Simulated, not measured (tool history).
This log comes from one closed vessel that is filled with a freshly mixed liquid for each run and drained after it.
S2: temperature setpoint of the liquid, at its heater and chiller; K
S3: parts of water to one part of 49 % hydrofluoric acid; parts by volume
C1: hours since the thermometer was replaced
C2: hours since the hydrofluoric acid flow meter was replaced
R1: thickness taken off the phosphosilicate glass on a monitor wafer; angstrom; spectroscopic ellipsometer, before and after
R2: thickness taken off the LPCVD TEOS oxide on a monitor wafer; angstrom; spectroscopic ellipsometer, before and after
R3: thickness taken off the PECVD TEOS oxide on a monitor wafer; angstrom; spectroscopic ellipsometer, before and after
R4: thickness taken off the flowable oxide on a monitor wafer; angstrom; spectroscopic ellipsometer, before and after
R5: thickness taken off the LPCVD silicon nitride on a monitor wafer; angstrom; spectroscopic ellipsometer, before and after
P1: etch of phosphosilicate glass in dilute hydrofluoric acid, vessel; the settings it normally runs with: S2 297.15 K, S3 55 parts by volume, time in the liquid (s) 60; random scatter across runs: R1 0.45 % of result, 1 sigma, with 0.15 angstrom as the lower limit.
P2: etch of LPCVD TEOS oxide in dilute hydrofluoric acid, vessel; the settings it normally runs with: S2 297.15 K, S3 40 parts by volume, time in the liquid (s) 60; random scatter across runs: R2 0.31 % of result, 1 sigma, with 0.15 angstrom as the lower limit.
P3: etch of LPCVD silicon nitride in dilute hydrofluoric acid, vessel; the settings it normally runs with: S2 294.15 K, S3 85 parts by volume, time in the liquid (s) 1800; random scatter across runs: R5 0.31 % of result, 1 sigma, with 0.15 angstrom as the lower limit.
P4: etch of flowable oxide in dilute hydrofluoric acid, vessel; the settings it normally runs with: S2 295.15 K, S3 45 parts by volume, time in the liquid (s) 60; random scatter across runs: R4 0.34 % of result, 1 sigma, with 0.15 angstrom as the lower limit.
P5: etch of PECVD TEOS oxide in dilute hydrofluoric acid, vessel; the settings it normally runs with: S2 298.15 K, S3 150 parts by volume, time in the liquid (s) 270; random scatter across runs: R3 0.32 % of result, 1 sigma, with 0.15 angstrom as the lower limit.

{"run": 1, "day": 0.679, "process that ran": "P1", "S2": 297.15, "S3": 55, "time in the liquid (s)": 60, "C1": 562.2, "C2": 328.2, "R1": 833.28}
{"run": 2, "day": 1.104, "process that ran": "P2", "S2": 297.15, "S3": 40, "time in the liquid (s)": 30, "C1": 572.4, "C2": 338.4, "R2": 137.03}
{"run": 3, "day": 1.688, "process that ran": "P1", "S2": 297.15, "S3": 55, "time in the liquid (s)": 60, "C1": 586.4, "C2": 352.4, "R1": 838.14}
{"run": 4, "day": 2.083, "process that ran": "P5", "S2": 298.15, "S3": 150, "time in the liquid (s)": 510, "C1": 595.9, "C2": 361.9, "R3": 275.51}
{"run": 5, "day": 2.408, "process that ran": "P4", "S2": 295.15, "S3": 60, "time in the liquid (s)": 60, "C1": 603.7, "C2": 369.7, "R4": 412.11}
{"run": 6, "day": 2.838, "process that ran": "P1", "S2": 297.15, "S3": 95, "time in the liquid (s)": 60, "C1": 614.0, "C2": 380.0, "R1": 457.88}
{"run": 7, "day": 3.267, "process that ran": "P4", "S2": 303.15, "S3": 45, "time in the liquid (s)": 60, "C1": 624.3, "C2": 390.3, "R4": 774.94}
{"run": 8, "day": 3.625, "process that ran": "P3", "S2": 294.15, "S3": 85, "time in the liquid (s)": 270, "C1": 632.9, "C2": 398.9, "R5": 13.022}
{"run": 9, "day": 4.288, "process that ran": "P3", "S2": 294.15, "S3": 55, "time in the liquid (s)": 1800, "C1": 648.8, "C2": 414.8, "R5": 133.63}
{"run": 10, "day": 4.908, "process that ran": "P2", "S2": 297.15, "S3": 65, "time in the liquid (s)": 60, "C1": 663.7, "C2": 429.7, "R2": 163.93}
{"run": 11, "day": 5.258, "process that ran": "P1", "S2": 297.15, "S3": 55, "time in the liquid (s)": 60, "C1": 672.1, "C2": 438.1, "R1": 841.15}
{"run": 12, "day": 5.792, "process that ran": "P4", "S2": 295.15, "S3": 45, "time in the liquid (s)": 60, "C1": 684.9, "C2": 450.9, "R4": 557.66}
{"run": 13, "day": 6.242, "process that ran": "P1", "S2": 297.15, "S3": 25, "time in the liquid (s)": 85, "C1": 695.7, "C2": 461.7, "R1": 2719.0}
{"day": 6.488, "done": "hydrofluoric acid flow meter replaced"}
{"run": 14, "day": 6.704, "process that ran": "P5", "S2": 298.15, "S3": 150, "time in the liquid (s)": 270, "C1": 706.8, "C2": 5.3, "R3": 145.8}
{"run": 15, "day": 7.312, "process that ran": "P1", "S2": 297.15, "S3": 55, "time in the liquid (s)": 60, "C1": 721.4, "C2": 19.9, "R1": 837.99}
{"run": 16, "day": 7.846, "process that ran": "P5", "S2": 298.15, "S3": 260, "time in the liquid (s)": 270, "C1": 734.2, "C2": 32.7, "R3": 74.662}
{"run": 17, "day": 8.212, "process that ran": "P1", "S2": 297.15, "S3": 20, "time in the liquid (s)": 60, "C1": 743.0, "C2": 41.5, "R1": 2421.6}
{"run": 18, "day": 8.617, "process that ran": "P1", "S2": 297.15, "S3": 55, "time in the liquid (s)": 90, "C1": 752.7, "C2": 51.2, "R1": 1265.0}
{"run": 19, "day": 9.175, "process that ran": "P5", "S2": 292.15, "S3": 150, "time in the liquid (s)": 270, "C1": 766.1, "C2": 64.6, "R3": 115.86}
{"run": 20, "day": 9.8, "process that ran": "P3", "S2": 299.15, "S3": 85, "time in the liquid (s)": 1800, "C1": 781.1, "C2": 79.6, "R5": 122.29}
{"run": 21, "day": 10.3, "process that ran": "P4", "S2": 295.15, "S3": 45, "time in the liquid (s)": 30, "C1": 793.1, "C2": 91.6, "R4": 280.56}
{"run": 22, "day": 10.838, "process that ran": "P1", "S2": 302.15, "S3": 55, "time in the liquid (s)": 60, "C1": 806.0, "C2": 104.5, "R1": 1034.6}
{"run": 23, "day": 11.412, "process that ran": "P4", "S2": 295.15, "S3": 45, "time in the liquid (s)": 60, "C1": 819.8, "C2": 118.3, "R4": 558.59}
{"run": 24, "day": 12.088, "process that ran": "P2", "S2": 290.15, "S3": 40, "time in the liquid (s)": 60, "C1": 836.0, "C2": 134.5, "R2": 205.34}
{"run": 25, "day": 12.538, "process that ran": "P1", "S2": 297.15, "S3": 55, "time in the liquid (s)": 60, "C1": 846.8, "C2": 145.3, "R1": 841.28}
{"run": 26, "day": 13.146, "process that ran": "P1", "S2": 291.65, "S3": 55, "time in the liquid (s)": 60, "C1": 861.4, "C2": 159.9, "R1": 668.4}
{"run": 27, "day": 13.512, "process that ran": "P3", "S2": 294.15, "S3": 85, "time in the liquid (s)": 1800, "C1": 870.2, "C2": 168.7, "R5": 87.672}
{"run": 28, "day": 14.008, "process that ran": "P1", "S2": 297.15, "S3": 55, "time in the liquid (s)": 30, "C1": 882.1, "C2": 180.6, "R1": 418.56}
{"run": 29, "day": 14.4, "process that ran": "P2", "S2": 297.15, "S3": 40, "time in the liquid (s)": 60, "C1": 891.5, "C2": 190.0, "R2": 274.88}
{"run": 30, "day": 14.842, "process that ran": "P1", "S2": 297.15, "S3": 55, "time in the liquid (s)": 60, "C1": 902.1, "C2": 200.6, "R1": 838.69}
{"run": 31, "day": 15.479, "process that ran": "P1", "S2": 297.15, "S3": 55, "time in the liquid (s)": 60, "C1": 917.4, "C2": 215.9, "R1": 843.23}
{"run": 32, "day": 15.829, "process that ran": "P1", "S2": 297.15, "S3": 55, "time in the liquid (s)": 60, "C1": 925.8, "C2": 224.3, "R1": 839.74}
{"run": 33, "day": 16.483, "process that ran": "P1", "S2": 297.15, "S3": 55, "time in the liquid (s)": 60, "C1": 941.5, "C2": 240.0, "R1": 866.24}
{"run": 34, "day": 17.038, "process that ran": "P1", "S2": 297.15, "S3": 55, "time in the liquid (s)": 60, "C1": 954.8, "C2": 253.3, "R1": 874.22}
{"run": 35, "day": 17.588, "process that ran": "P1", "S2": 297.15, "S3": 55, "time in the liquid (s)": 60, "C1": 968.0, "C2": 266.5, "R1": 882.23}
{"run": 36, "day": 18.004, "process that ran": "P1", "S2": 297.15, "S3": 55, "time in the liquid (s)": 60, "C1": 978.0, "C2": 276.5, "R1": 882.53}
{"run": 37, "day": 18.629, "process that ran": "P1", "S2": 297.15, "S3": 55, "time in the liquid (s)": 60, "C1": 993.0, "C2": 291.5, "R1": 878.23}
{"run": 38, "day": 19.308, "process that ran": "P1", "S2": 297.15, "S3": 55, "time in the liquid (s)": 60, "C1": 1009.3, "C2": 307.8, "R1": 891.15}
{"run": 39, "day": 19.858, "process that ran": "P1", "S2": 297.15, "S3": 55, "time in the liquid (s)": 60, "C1": 1022.5, "C2": 321.0, "R1": 893.98}

The output of P1 has drifted from where it used to be. Each of the 2 causes below, taken at the size shown beside it, accounts for the log equally well:
A: liquid hotter than its thermometer reads (K) = 1.5
B: hydrofluoric acid flow above the setpoint (%) = 5.86
The gradual shift began around day 15.829.

Which of the 4 check runs listed below separates the causes, so that each cause would produce a clearly different result? Each run uses one wafer, and its results are marked with question marks.
{"run": "check 1", "day": 20.408, "process that ran": "P5", "S2": 293.65, "S3": 150, "time in the liquid (s)": 270, "R3": "?"}
{"run": "check 2", "day": 20.408, "process that ran": "P4", "S2": 301.65, "S3": 60, "time in the liquid (s)": 60, "R4": "?"}
{"run": "check 3", "day": 20.408, "process that ran": "P2", "S2": 291.15, "S3": 40, "time in the liquid (s)": 30, "R2": "?"}
{"run": "check 4", "day": 20.408, "process that ran": "P3", "S2": 298.65, "S3": 85, "time in the liquid (s)": 420, "R5": "?"}

If the cause were each of the candidates in turn, the checks would give the following:
check=check_1 result=R3 if_A=130.250 if_B=131.130
check=check_2 result=R4 if_A=567.29 if_B=569.06
check=check_3 result=R2 if_A=113.92 if_B=113.30
check=check_4 result=R5 if_A=30.482 if_B=29.247
How far apart the two closest causes lie, in the result that separates them most: check 1 0.68 %; check 2 0.31 %; check 3 0.54 %; check 4 4.14 %
Only check 4 tells the causes apart: in the others they would give nearly the same result.

Check 4 was carried out, with these results: R5 29.327 angstrom. Which of the listed causes is responsible?

The correct cause is B, namely: hydrofluoric acid flow above the setpoint (%).
